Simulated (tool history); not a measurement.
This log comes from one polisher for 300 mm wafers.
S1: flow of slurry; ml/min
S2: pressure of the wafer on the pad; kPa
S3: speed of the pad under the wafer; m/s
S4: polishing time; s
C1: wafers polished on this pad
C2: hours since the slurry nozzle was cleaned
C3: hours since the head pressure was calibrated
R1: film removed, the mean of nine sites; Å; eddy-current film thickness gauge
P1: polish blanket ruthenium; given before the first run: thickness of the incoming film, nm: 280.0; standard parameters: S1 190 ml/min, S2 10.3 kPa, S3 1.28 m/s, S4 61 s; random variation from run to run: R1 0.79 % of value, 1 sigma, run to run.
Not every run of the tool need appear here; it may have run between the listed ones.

| run | day | S1 | S2 | S3 | S4 | C1 | C2 | C3 | R1 |
|---|---|---|---|---|---|---|---|---|---|
| 1 | 0.421 | 190 | 10.3 | 1.28 | 61 | 722 | 274.8 | 524.1 | 651.37 |
| 2 | 0.758 | 190 | 10.3 | 0.92 | 76 | 785 | 282.9 | 532.2 | 578.11 |
| 3 | 1.017 | 190 | 4.8 | 1.28 | 61 | 834 | 289.1 | 538.4 | 304.53 |
| 4 | 1.212 | 190 | 13.1 | 1.28 | 61 | 871 | 293.8 | 543.1 | 818.33 |
| 5 | 1.404 | 245 | 10.3 | 1.28 | 61 | 906 | 298.4 | 547.7 | 662.55 |
| 6 | 1.725 | 190 | 10.3 | 0.76 | 61 | 967 | 306.1 | 555.4 | 382.06 |
| 7 | 1.946 | 115 | 10.3 | 1.28 | 61 | 1008 | 311.4 | 560.7 | 595.54 |
| 8 | 2.271 | 190 | 10.3 | 1.28 | 61 | 1069 | 319.2 | 568.5 | 643.53 |
|  | 2.575 | head pressure recalibrated |
| 9 | 2.638 | 190 | 10.3 | 1.28 | 61 | 1138 | 328 | 1.5 | 658.13 |
| 10 | 2.929 | 190 | 10.3 | 2.02 | 61 | 1193 | 335 | 8.5 | 1018.7 |
| 11 | 3.258 | 190 | 10.3 | 1.28 | 96 | 1254 | 342.9 | 16.4 | 1019.8 |
| 12 | 3.488 | 190 | 10.3 | 1.28 | 61 | 1297 | 348.4 | 21.9 | 649.73 |
| 13 | 3.762 | 190 | 10.3 | 1.28 | 33 | 1349 | 355 | 28.5 | 353.92 |
| 14 | 4.154 | 240 | 10.3 | 0.98 | 61 | 1423 | 364.4 | 37.9 | 508.9 |
| 15 | 4.371 | 190 | 10.3 | 1.28 | 61 | 1463 | 369.6 | 43.1 | 650.61 |
| 16 | 4.683 | 190 | 10.3 | 1.28 | 61 | 1522 | 377.1 | 50.6 | 652.28 |
| 17 | 5.108 | 190 | 10.3 | 1.28 | 61 | 1602 | 387.3 | 60.8 | 628.19 |
| 18 | 5.525 | 190 | 10.3 | 1.28 | 61 | 1680 | 397.3 | 70.8 | 618.17 |
|  | 5.658 | head pressure recalibrated |
| 19 | 5.788 | 190 | 10.3 | 1.28 | 61 | 1729 | 403.6 | 3.2 | 611.04 |
| 20 | 6.1 | 190 | 10.3 | 1.28 | 61 | 1788 | 411.1 | 10.7 | 601.66 |
| 21 | 6.288 | 190 | 10.3 | 1.28 | 61 | 1823 | 415.6 | 15.2 | 604.26 |
| 22 | 6.562 | 190 | 10.3 | 1.28 | 61 | 1875 | 422.2 | 21.8 | 597.02 |
| 23 | 6.954 | 190 | 10.3 | 1.28 | 61 | 1948 | 431.6 | 31.2 | 600.23 |

Something has made what P1 gives creep away from where it was; the 2 causes below, each at its own stated size, fit the log equally well:
A: removal rate lost through wear of the pad, % = 7.12
B: slurry flow missing at the pad, % = 35
Creep in the process output first set in at about day 4.683.
All other causes, with the reason each is excluded:
head's pressure below its setpoint, %: serviced at day 5.658, which brought nothing back

Which of the check runs below tells the causes apart, meaning the causes would give it clearly different results? Each run uses 2 wafers whose results are averaged, and each result is shown as a question mark.
| check 1 | 7.346 | 115 | 10.3 | 1.28 | 83 |  |  |  | ? |
| check 2 | 7.346 | 190 | 10.3 | 1.74 | 91 |  |  |  | ? |
| check 3 | 7.346 | 190 | 6.2 | 1.28 | 38 |  |  |  | ? |
| check 4 | 7.346 | 190 | 6.2 | 1.86 | 61 |  |  |  | ? |

Expected result of each check under each candidate cause:
| check | result | if A | if B |
|---|---|---|---|
| check 1 | R1 | 749.8 | 719.01 |
| check 2 | R1 | 1221.6 | 1221.7 |
| check 3 | R1 | 225.15 | 225.17 |
| check 4 | R1 | 525.19 | 525.24 |
Smallest distance between any two causes, each pair judged by its most separating result, in per cent: check 1 4.19 %; check 2 0.01 %; check 3 0.01 %; check 4 0.01 %
Only check 1 tells the causes apart: in the others they would give nearly the same result.

Check 1 has now been run. It gave: R1 710.24 Å. Which of the candidate causes is it?

Of the candidate causes, it is B: slurry flow missing at the pad, %.
